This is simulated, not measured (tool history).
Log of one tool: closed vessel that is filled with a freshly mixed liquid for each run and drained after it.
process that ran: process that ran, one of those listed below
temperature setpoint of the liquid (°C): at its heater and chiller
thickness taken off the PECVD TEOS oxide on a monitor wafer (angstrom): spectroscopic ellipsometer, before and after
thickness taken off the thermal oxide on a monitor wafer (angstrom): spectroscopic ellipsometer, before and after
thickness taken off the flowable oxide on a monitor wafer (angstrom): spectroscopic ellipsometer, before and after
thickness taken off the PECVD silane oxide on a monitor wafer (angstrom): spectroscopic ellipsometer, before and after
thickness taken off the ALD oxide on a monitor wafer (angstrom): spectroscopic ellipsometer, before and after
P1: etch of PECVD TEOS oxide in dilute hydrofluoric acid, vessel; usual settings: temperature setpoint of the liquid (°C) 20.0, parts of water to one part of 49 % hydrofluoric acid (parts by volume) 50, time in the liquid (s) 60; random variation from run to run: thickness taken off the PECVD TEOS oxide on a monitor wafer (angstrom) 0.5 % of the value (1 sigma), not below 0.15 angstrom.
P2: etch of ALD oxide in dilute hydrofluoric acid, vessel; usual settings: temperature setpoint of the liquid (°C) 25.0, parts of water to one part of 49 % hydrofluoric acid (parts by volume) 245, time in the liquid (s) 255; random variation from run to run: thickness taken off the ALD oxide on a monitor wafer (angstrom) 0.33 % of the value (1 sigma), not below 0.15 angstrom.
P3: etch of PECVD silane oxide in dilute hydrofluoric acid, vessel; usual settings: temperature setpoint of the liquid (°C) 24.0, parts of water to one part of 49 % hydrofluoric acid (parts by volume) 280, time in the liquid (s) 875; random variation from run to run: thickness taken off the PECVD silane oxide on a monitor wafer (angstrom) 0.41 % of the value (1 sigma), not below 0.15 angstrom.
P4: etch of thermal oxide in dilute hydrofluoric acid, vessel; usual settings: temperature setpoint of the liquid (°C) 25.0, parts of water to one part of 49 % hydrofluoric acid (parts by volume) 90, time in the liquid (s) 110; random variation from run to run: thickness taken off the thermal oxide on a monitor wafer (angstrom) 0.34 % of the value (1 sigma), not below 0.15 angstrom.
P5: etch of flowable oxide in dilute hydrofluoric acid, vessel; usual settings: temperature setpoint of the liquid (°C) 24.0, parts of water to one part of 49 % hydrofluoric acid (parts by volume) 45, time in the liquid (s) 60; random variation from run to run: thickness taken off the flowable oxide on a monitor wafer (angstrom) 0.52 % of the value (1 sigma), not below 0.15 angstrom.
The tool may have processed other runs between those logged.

| run | day | process that ran | temperature setpoint of the liquid (°C) | parts of water to one part of 49 % hydrofluoric acid (parts by volume) | time in the liquid (s) | hours since the thermometer was replaced | hours since the hydrofluoric acid flow meter was replaced | thickness taken off the PECVD TEOS oxide on a monitor wafer (angstrom) | thickness taken off the thermal oxide on a monitor wafer (angstrom) | thickness taken off the flowable oxide on a monitor wafer (angstrom) | thickness taken off the PECVD silane oxide on a monitor wafer (angstrom) | thickness taken off the ALD oxide on a monitor wafer (angstrom) |
|---|---|---|---|---|---|---|---|---|---|---|---|---|
| 1 | 0.238 | P1 | 20.0 | 50 | 60 | 1238.7 | 372.3 | 256.99 |  |  |  |  |
| 2 | 0.429 | P1 | 17.0 | 50 | 60 | 1243.3 | 376.9 | 226.03 |  |  |  |  |
| 3 | 0.629 | P1 | 20.0 | 20 | 110 | 1248.1 | 381.7 | 1220.40 |  |  |  |  |
| 4 | 0.975 | P4 | 25.0 | 90 | 175 | 1256.4 | 390.0 |  | 97.346 |  |  |  |
| 5 | 1.367 | P4 | 32.0 | 90 | 110 | 1265.8 | 399.4 |  | 80.545 |  |  |  |
| 6 | 1.554 | P5 | 19.5 | 45 | 60 | 1270.3 | 403.9 |  |  | 359.20 |  |  |
| 7 | 1.842 | P3 | 24.0 | 280 | 1705 | 1277.2 | 410.8 |  |  |  | 763.50 |  |
| 8 | 2.038 | P2 | 25.0 | 245 | 380 | 1281.9 | 415.5 |  |  |  |  | 242.03 |
| 9 | 2.296 | P2 | 25.0 | 245 | 255 | 1288.1 | 421.7 |  |  |  |  | 161.50 |
| 10 | 2.608 | P4 | 25.0 | 20 | 110 | 1295.6 | 429.2 |  | 302.800 |  |  |  |
| 11 | 2.846 | P1 | 20.0 | 50 | 95 | 1301.3 | 434.9 | 406.82 |  |  |  |  |
| 12 | 3.267 | P1 | 26.5 | 50 | 60 | 1311.4 | 445.0 | 337.02 |  |  |  |  |
| 13 | 3.558 | P1 | 20.0 | 25 | 35 | 1318.4 | 452.0 | 309.52 |  |  |  |  |
| 14 | 3.783 | P1 | 20.0 | 20 | 60 | 1323.8 | 457.4 | 668.29 |  |  |  |  |
| 15 | 4.162 | P5 | 24.0 | 45 | 30 | 1332.9 | 466.5 |  |  | 213.53 |  |  |
| 16 | 4.354 | P1 | 20.0 | 50 | 60 | 1337.5 | 471.1 | 257.30 |  |  |  |  |
| 17 | 4.542 | P5 | 24.0 | 20 | 60 | 1342.0 | 475.6 |  |  | 1012.10 |  |  |
| 18 | 4.862 | P5 | 24.0 | 45 | 60 | 1349.7 | 483.3 |  |  | 433.73 |  |  |
| 19 | 5.146 | P1 | 20.0 | 50 | 30 | 1356.5 | 490.1 | 128.87 |  |  |  |  |
| 20 | 5.558 | P3 | 24.0 | 455 | 875 | 1366.4 | 500.0 |  |  |  | 206.10 |  |
| 21 | 5.854 | P3 | 24.0 | 280 | 875 | 1373.5 | 507.1 |  |  |  | 392.83 |  |
| 22 | 6.192 | P4 | 25.0 | 90 | 110 | 1381.6 | 515.2 |  | 61.664 |  |  |  |
| 23 | 6.467 | P1 | 20.0 | 50 | 60 | 1388.2 | 521.8 | 258.60 |  |  |  |  |
| 24 | 6.758 | P2 | 25.0 | 60 | 255 | 1395.2 | 528.8 |  |  |  |  | 823.63 |
| 25 | 6.988 | P1 | 20.0 | 50 | 60 | 1400.7 | 534.3 | 257.70 |  |  |  |  |
| 26 | 7.379 | P2 | 25.0 | 245 | 255 | 1410.1 | 543.7 |  |  |  |  | 161.09 |
| 27 | 7.754 | P1 | 17.0 | 70 | 60 | 1419.1 | 552.7 | 157.74 |  |  |  |  |
| 28 | 8.075 | P3 | 17.0 | 280 | 875 | 1426.8 | 560.4 |  |  |  | 305.80 |  |

Estimate the outcome of run 29 from the log above:
| 29 | 8.442 | P2 | 17.0 | 245 | 255 | 1435.6 | 569.2 |  |  |  |  | ? |

{"run 29": {"thickness taken off the ALD oxide on a monitor wafer (angstrom)": 119.14}}
